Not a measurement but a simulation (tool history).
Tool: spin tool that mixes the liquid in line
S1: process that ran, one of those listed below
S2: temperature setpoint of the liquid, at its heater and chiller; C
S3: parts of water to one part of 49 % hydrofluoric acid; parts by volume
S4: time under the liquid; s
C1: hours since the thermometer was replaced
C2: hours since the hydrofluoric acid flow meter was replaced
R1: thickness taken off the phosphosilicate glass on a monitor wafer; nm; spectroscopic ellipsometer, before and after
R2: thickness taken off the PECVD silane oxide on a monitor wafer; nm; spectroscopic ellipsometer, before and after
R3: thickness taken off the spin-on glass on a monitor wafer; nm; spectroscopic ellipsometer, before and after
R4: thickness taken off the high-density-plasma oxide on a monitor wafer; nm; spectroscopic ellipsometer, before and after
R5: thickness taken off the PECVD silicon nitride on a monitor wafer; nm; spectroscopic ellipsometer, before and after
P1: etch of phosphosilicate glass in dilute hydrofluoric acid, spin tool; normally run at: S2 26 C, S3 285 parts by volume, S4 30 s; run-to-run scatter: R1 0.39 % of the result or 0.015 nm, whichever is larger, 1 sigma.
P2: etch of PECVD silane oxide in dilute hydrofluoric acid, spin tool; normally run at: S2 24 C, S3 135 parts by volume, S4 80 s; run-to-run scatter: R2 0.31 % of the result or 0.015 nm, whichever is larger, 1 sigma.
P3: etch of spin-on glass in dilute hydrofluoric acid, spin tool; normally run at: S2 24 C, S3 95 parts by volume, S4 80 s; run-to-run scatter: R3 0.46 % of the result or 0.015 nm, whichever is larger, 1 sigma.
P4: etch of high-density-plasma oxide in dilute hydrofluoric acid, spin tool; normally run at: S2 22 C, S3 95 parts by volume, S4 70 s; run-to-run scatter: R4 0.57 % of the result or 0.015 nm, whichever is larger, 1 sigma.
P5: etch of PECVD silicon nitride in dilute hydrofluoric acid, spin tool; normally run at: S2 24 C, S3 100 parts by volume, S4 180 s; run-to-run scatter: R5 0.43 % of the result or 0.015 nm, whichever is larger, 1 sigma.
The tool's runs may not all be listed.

run	hour	S1	S2	S3	S4	C1	C2	R1	R2	R3	R4	R5
1	14.9	P1	26	285	30	483.8	827.2	7.5238				
2	28.9	P2	24	135	80	497.8	841.2		10.915			
3	43.3	P3	24	95	80	512.2	855.6			29.767		
4	58	P4	22	95	70	526.9	870.3				5.2089	
5	68.6	P1	20.5	285	15	537.5	880.9	3.103				
6	77.3	P3	32	95	80	546.2	889.6			40.391		
7	84.8	P1	20.5	285	30	553.7	897.1	6.1843				
8	94.4	P1	26	285	30	563.3	906.7	7.4981				
9	101.7	P1	26	430	30	570.6	914	4.337				
10	117.4	P5	24	100	180	586.3	929.7					5.3299
11	126.1	P1	26	285	15	595	938.4	3.7381				
12	136.1	P2	24	135	15	605	948.4		2.073			
13	145.8	P1	21	285	15	614.7	958.1	3.1564				
14	159.8	P5	24	55	180	628.7	972.1					9.5249
15	168.2	P4	17.5	95	70	637.1	980.5				4.28	
16	176.7	P4	22	95	70	645.6	989				5.1497	
17	185.1	P1	26	285	30	654	997.4	7.462				
18	201.3	P2	24	210	80	670.2	1013.6		6.5038			
19	215.1	P1	30.5	285	30	684	1027.4	8.752				
20	227.6	P3	24	95	165	696.5	1039.9			61.286		
21	242.9	P4	22	95	135	711.8	1055.2				10.031	
22	251.3	P1	26	285	30	720.2	1063.6	7.4259				
23	260.4	P2	24	135	80	729.3	1072.7		10.929			
24	269.6	P1	26	285	30	738.5	1081.9	7.512				
25	284	P1	26	285	60	752.9	1096.3	15.041				
26	298.8	P1	26	285	30	767.7	1111.1	7.5667				
27	308.4	P4	22	165	70	777.3	1120.7				2.7019	
28	324.7	P3	24	95	80	793.6	1137			29.921		
29	334.7	P3	24	150	80	803.6	1147			17.676		
30	347.4	P5	24	100	15	816.3	1159.7					0.46097
31	357	P2	29.5	135	80	825.9	1169.3		13.418			
32	366.7	P1	26	150	30	835.6	1179	16.522				
33	380.5	P5	27.5	100	180	849.4	1192.8					6.6952
34	390.6	P5	24	100	180	859.5	1202.9					5.3218
35	405.1	P1	26	285	30	874	1217.4	7.5225				
36	415.2	P1	26	285	30	884.1	1227.5	7.3652				
37	430.6	P1	26	285	30	899.5	1242.9	7.2305				
38	446.2	P1	26	285	30	915.1	1258.5	7.1548				
39	456.9	P1	26	285	30	925.8	1269.2	7.1153				
40	465.6	P1	26	285	30	934.5	1277.9	7.0366				
41	476.2	P1	26	285	30	945.1	1288.5	7.0434				
42	484.6	P1	26	285	30	953.5	1296.9	7.064				
43	500.5	P1	26	285	30	969.4	1312.8	7.1015				
44	509.3	P1	26	285	30	978.2	1321.6	7.0399				

What P1 gives has crept away from where it was. These 2 causes fit the log equally well, each at the size given:
A: hydrofluoric acid flow below the setpoint (%) = 4.66
B: liquid colder than its thermometer reads (K) = 1.8
The creep began at about hour 405.1.

4 check runs are offered, one wafer each, their results left as question marks. Which one tells the causes apart?
check 1	518.1	P3	31	140	80					?		
check 2	518.1	P2	24	135	20				?			
check 3	518.1	P4	22	165	115						?	
check 4	518.1	P5	24	100	75							?

What each check would give under each cause:
check	result	if A	if B
check 1	R3	23.4	23.208
check 2	R2	2.5857	2.5478
check 3	R4	4.2647	4.2058
check 4	R5	2.1177	1.9699
How far apart the two closest causes lie, in the result that separates them most: check 1 0.82 %; check 2 1.48 %; check 3 1.39 %; check 4 7.24 %
Check 4 tells the causes apart: in the others they would give nearly the same result.

Then check 4 was run and gave: R5 1.9596 nm. Which cause is it?

It is B: liquid colder than its thermometer reads (K).
